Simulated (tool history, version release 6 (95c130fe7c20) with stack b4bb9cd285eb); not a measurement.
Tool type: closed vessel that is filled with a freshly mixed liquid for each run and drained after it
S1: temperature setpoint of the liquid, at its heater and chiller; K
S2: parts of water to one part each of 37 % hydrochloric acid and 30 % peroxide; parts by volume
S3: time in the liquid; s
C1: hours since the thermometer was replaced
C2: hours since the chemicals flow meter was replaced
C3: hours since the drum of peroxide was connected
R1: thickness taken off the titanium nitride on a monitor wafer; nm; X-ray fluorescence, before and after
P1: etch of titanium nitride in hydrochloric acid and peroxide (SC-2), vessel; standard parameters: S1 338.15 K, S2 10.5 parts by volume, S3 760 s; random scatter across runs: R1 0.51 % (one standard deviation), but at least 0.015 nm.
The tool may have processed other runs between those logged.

run	hour	S1	S2	S3	C1	C2	C3	R1
1	7.9	338.15	10.5	760	345.8	305.2	171.1	25.658
2	17.4	338.15	10.5	760	355.3	314.7	180.6	25.836
3	25.3	338.15	10.5	1355	363.2	322.6	188.5	45.847
4	35.3	338.15	10.5	65	373.2	332.6	198.5	2.2089
5	46.5	345.15	10.5	760	384.4	343.8	209.7	39.422
6	59.7	345.15	14.5	760	397.6	357	222.9	29.636
7	68.3	345.15	6	760	406.2	365.6	231.5	61.198
8	80.7	322.15	10.5	760	418.6	378	243.9	9.289
9	90.1	338.15	10.5	760	428	387.4	253.3	25.736
10	100.6	338.15	10.5	760	438.5	397.9	263.8	25.626
11	111.7	338.15	4	760	449.6	409	274.9	53.437
12	124.6	338.15	10.5	760	462.5	421.9	287.8	25.719
13	131.7	338.15	18	760	469.6	429	294.9	16.045
14	140.7	329.65	4.5	760	478.6	438	303.9	29.298
15	150.6	338.15	10.5	760	488.5	447.9	313.8	25.893
16	156.7	338.15	10.5	760	494.6	454	319.9	26.093

What does the tool deliver on the next run?
17	167	338.15	10.5	760	504.9	464.3	330.2	?

{"run 17": {"R1": 26.613}}
